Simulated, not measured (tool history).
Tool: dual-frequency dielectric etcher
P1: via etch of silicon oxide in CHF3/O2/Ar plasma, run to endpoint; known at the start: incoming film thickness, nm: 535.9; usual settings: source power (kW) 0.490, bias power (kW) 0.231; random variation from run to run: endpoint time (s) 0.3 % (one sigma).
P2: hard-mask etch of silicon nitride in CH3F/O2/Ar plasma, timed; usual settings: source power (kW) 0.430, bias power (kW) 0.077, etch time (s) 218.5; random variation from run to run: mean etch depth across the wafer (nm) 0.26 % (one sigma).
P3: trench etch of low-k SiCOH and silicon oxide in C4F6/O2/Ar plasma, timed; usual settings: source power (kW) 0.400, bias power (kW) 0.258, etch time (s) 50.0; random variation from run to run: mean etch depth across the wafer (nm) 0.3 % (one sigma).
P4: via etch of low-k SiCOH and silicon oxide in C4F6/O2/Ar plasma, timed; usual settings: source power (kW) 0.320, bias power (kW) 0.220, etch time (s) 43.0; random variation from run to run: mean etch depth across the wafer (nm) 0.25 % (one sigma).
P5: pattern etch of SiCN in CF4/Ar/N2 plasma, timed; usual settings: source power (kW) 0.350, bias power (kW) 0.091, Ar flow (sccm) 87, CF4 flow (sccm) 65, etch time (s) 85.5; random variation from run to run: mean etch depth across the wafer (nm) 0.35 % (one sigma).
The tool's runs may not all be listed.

run,hour,process that ran,source power (kW),bias power (kW),etch time (s),Ar flow (sccm),CF4 flow (sccm),endpoint time (s),mean etch depth across the wafer (nm)
1,7.5,P1,0.490,0.231,,,,267.55,
2,15.7,P1,0.310,0.231,,,,317.18,
3,24.7,P2,0.430,0.077,218.5,,,,160.680
4,34.3,P1,0.490,0.231,,,,268.12,
5,41.8,P5,0.350,0.054,85.5,87,65,,53.103
6,49.5,P5,0.350,0.091,62.0,87,65,,45.871
7,54.1,P1,0.490,0.231,,,,265.04,
8,58.8,P4,0.320,0.220,43.0,,,,106.700
9,65.5,P2,0.340,0.077,218.5,,,,146.150
10,72.5,P1,0.490,0.231,,,,268.11,
11,77.0,P5,0.350,0.091,85.5,87,65,,63.907
12,82.7,P1,0.690,0.231,,,,234.37,
13,90.0,P1,0.490,0.292,,,,245.51,
14,94.7,P1,0.620,0.179,,,,266.15,
15,101.0,P3,0.400,0.157,50.0,,,,157.310
16,105.8,P3,0.400,0.258,63.5,,,,235.630
17,115.5,P4,0.390,0.220,43.0,,,,115.480
18,120.8,P1,0.490,0.142,,,,314.48,
19,126.9,P4,0.320,0.220,63.0,,,,156.480
20,133.1,P4,0.320,0.220,43.0,,,,107.010

The next listed run, before its measurement:
21,141.7,P2,0.430,0.077,143.0,,,,?

Run 21 gave mean etch depth across the wafer (nm) 104.630.
